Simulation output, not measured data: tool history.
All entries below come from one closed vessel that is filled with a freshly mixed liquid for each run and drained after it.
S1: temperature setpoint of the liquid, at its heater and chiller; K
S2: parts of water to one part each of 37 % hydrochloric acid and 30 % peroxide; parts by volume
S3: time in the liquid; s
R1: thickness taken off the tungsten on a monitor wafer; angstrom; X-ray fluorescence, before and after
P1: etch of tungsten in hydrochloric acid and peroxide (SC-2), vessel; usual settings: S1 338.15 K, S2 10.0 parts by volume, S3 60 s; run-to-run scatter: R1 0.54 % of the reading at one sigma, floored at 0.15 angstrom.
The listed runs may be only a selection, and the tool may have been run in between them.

| run | day | S1 | S2 | S3 | R1 |
|---|---|---|---|---|---|
| 1 | 0.333 | 338.15 | 10.0 | 60 | 372.61 |
| 2 | 0.588 | 323.15 | 10.0 | 60 | 144.55 |
| 3 | 0.858 | 345.15 | 10.0 | 60 | 572.94 |
| 4 | 1.138 | 338.15 | 10.0 | 30 | 187.81 |
| 5 | 1.408 | 338.15 | 10.0 | 105 | 660.14 |
| 6 | 1.717 | 338.15 | 18.5 | 60 | 220.19 |
| 7 | 1.892 | 338.15 | 4.0 | 60 | 741.39 |
| 8 | 2.083 | 338.15 | 10.0 | 60 | 374.35 |
| 9 | 2.317 | 344.65 | 10.0 | 110 | 1019.10 |
| 10 | 2.546 | 338.15 | 10.0 | 60 | 377.91 |
| 11 | 2.833 | 338.15 | 10.0 | 60 | 372.88 |
| 12 | 3.133 | 338.15 | 10.0 | 60 | 373.95 |
| 13 | 3.483 | 338.15 | 10.0 | 60 | 377.43 |
| 14 | 3.696 | 338.15 | 10.0 | 60 | 372.81 |
| 15 | 3.888 | 338.15 | 10.0 | 60 | 379.31 |
| 16 | 4.138 | 338.15 | 10.0 | 60 | 391.94 |
| 17 | 4.417 | 338.15 | 10.0 | 60 | 388.35 |
| 18 | 4.754 | 338.15 | 10.0 | 60 | 400.28 |
| 19 | 5.083 | 338.15 | 10.0 | 60 | 396.81 |
| 20 | 5.325 | 338.15 | 10.0 | 60 | 396.85 |
| 21 | 5.600 | 338.15 | 10.0 | 60 | 404.27 |
| 22 | 5.792 | 338.15 | 10.0 | 60 | 400.98 |
| 23 | 6.138 | 338.15 | 10.0 | 60 | 400.49 |
| 24 | 6.400 | 338.15 | 10.0 | 60 | 400.71 |
| 25 | 6.696 | 338.15 | 10.0 | 60 | 404.76 |

P1 no longer gives what it gave before; its output has crept away from where it was. The following 2 causes, each at its listed size, fit the log equally well:
A: chemicals flow above the setpoint (%) = 9.09
B: liquid hotter than its thermometer reads (K) = 1.19
The process output started creeping at around day 3.696.
The rest of the possible causes, and what rules out each one:
peroxide weaker than its label (%): capped at 8; at that size R1 would change by -7.4 %, too little to explain the creep or opposite to it

The list below offers 4 check runs, each averaging the results of 5 wafers, and shows each result as a question mark. For which of them would the listed causes give clearly different results?
| check 1 | 6.992 | 323.65 | 4.0 | 60 | ? |
| check 2 | 6.992 | 338.15 | 16.0 | 60 | ? |
| check 3 | 6.992 | 338.15 | 18.0 | 95 | ? |
| check 4 | 6.992 | 338.15 | 13.0 | 60 | ? |

What each check would give under each cause:
| check | result | if A | if B |
|---|---|---|---|
| check 1 | R1 | 315.67 | 322.60 |
| check 2 | R1 | 270.00 | 268.72 |
| check 3 | R1 | 385.14 | 382.93 |
| check 4 | R1 | 323.35 | 322.47 |
Distance between the nearest two causes, measured in the result of the check that separates them most: check 1 2.17 %; check 2 0.47 %; check 3 0.58 %; check 4 0.27 %
Check 1 is the one run that separates the causes; every other check would come out nearly the same whichever cause is at work.

Running check 1 produced the following: R1 322.24 angstrom. Which one of the listed causes fits?

It was cause B: liquid hotter than its thermometer reads (K).

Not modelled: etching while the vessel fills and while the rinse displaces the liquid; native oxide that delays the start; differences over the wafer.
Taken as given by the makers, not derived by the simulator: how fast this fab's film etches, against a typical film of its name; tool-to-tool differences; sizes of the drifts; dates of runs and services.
